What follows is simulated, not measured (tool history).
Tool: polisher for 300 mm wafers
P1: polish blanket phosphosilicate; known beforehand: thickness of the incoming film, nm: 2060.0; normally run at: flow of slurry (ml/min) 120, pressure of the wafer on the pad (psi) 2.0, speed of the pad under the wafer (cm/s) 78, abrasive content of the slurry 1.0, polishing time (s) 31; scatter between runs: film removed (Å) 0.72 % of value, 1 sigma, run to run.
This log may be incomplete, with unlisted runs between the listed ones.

run	hour	flow of slurry (ml/min)	pressure of the wafer on the pad (psi)	speed of the pad under the wafer (cm/s)	abrasive content of the slurry	polishing time (s)	wafers polished on this pad	hours since the slurry nozzle was cleaned	hours since the head pressure was calibrated	hours since the slurry blender was calibrated	hours since the conditioning disc was replaced	film removed (Å)
1	5.1	120	2.0	78	1.0	31	173	626.8	753.4	117.9	67.3	1251.90
2	9.3	120	3.2	78	1.0	31	220	631.0	757.6	122.1	71.5	2006.50
3	13.5	180	2.0	78	1.0	31	267	635.2	761.8	126.3	75.7	1354.70
4	18.7	120	2.0	78	1.0	40	325	640.4	767.0	131.5	80.9	1631.90
5	22.8	120	2.0	120	1.0	31	371	644.5	771.1	135.6	85.0	1777.20
6	25.9	120	2.0	78	1.0	31	406	647.6	774.2	138.7	88.1	1252.60
7	29.6	120	2.0	78	1.0	31	447	651.3	777.9	142.4	91.8	1253.80
8	35.0	120	2.0	78	1.5	31	508	656.7	783.3	147.8	97.2	1477.10
9	39.8	175	2.0	48	1.0	31	561	661.5	788.1	152.6	102.0	909.13
10	42.2	120	2.0	78	0.7	31	588	663.9	790.5	155.0	104.4	1059.50
11	45.5	120	2.0	78	1.0	31	625	667.2	793.8	158.3	107.7	1255.10
# hour 47.7: worn pad replaced by a new one
12	49.5	120	2.0	78	1.0	31	20	671.2	797.8	162.3	111.7	1258.70
# hour 52.4: conditioning disc replaced and pad reconditioned
13	54.8	120	2.0	78	1.0	22	80	676.5	803.1	167.6	2.4	893.10
14	60.1	70	2.0	78	1.0	31	139	681.8	808.4	172.9	7.7	1094.50
15	65.2	120	1.2	78	1.0	31	196	686.9	813.5	178.0	12.8	759.29
16	70.9	120	2.0	56	1.0	31	260	692.6	819.2	183.7	18.5	962.62
17	74.2	120	2.0	78	1.0	31	297	695.9	822.5	187.0	21.8	1259.30
18	79.9	120	2.0	78	1.0	31	361	701.6	828.2	192.7	27.5	1218.20
19	84.6	120	2.0	78	1.0	31	414	706.3	832.9	197.4	32.2	1191.90
20	89.2	120	2.0	78	1.0	31	465	710.9	837.5	202.0	36.8	1157.50
21	92.8	120	2.0	78	1.0	31	506	714.5	841.1	205.6	40.4	1151.70
# hour 95.9: conditioning disc replaced and pad reconditioned
# hour 96.5: slurry blender recalibrated
22	97.4	120	2.0	78	1.0	31	557	719.1	845.7	0.9	1.6	1156.20
# hour 100.4: worn pad replaced by a new one
23	101.6	120	2.0	78	1.0	31	14	723.3	849.9	5.1	5.8	1116.60
24	105.7	120	2.0	78	1.0	31	60	727.4	854.0	9.2	9.9	1137.90
25	110.7	120	2.0	78	1.0	31	116	732.4	859.0	14.2	14.9	1137.90
26	115.2	120	2.0	78	1.0	31	166	736.9	863.5	18.7	19.4	1117.90

Something has made what P1 gives creep away from where it was; the 2 causes below, each at its own stated size, fit the log equally well:
A: slurry flow missing at the pad, % = 34.4
B: head's pressure below its setpoint, % = 10.3
Creep in the process output first set in at about hour 74.2.
Ruled out, with reasons:
removal rate lost through wear of the pad, %: maintenance at hour 100.4, after the shift began, did not return the process to its former output
abrasive missing from the slurry, %: maintenance at hour 96.5, after the shift began, did not return the process to its former output
time polished since the conditioner stopped cutting, s: maintenance at hour 95.9, after the shift began, did not return the process to its former output

Each of the check runs listed below is run on 3 wafers and reports their average, with the results left as question marks. Pick the one under which the possible causes would lead to clearly different results.
check 1	119.7	120	2.0	56	1.00	31						?
check 2	119.7	120	2.0	58	1.00	31						?
check 3	119.7	120	2.0	78	1.45	31						?
check 4	119.7	180	2.0	78	1.00	31						?

What every check run would give for each of its results, assuming each possible cause in turn:
check	result	if A	if B
check 1	film removed (Å)	863.35	863.60
check 2	film removed (Å)	887.93	888.19
check 3	film removed (Å)	1310.20	1310.60
check 4	film removed (Å)	1250.70	1210.00
Separation of the two closest causes in each check, using whichever result separates them best: check 1 0.03 %; check 2 0.03 %; check 3 0.03 %; check 4 3.3 %
Only in check 4 would the causes give clearly different results; in the remaining checks their results would be nearly the same.

The results of check 4 are: film removed (Å) 1245.30. Based on these, which of the listed causes is it?

It was cause A: slurry flow missing at the pad, %.
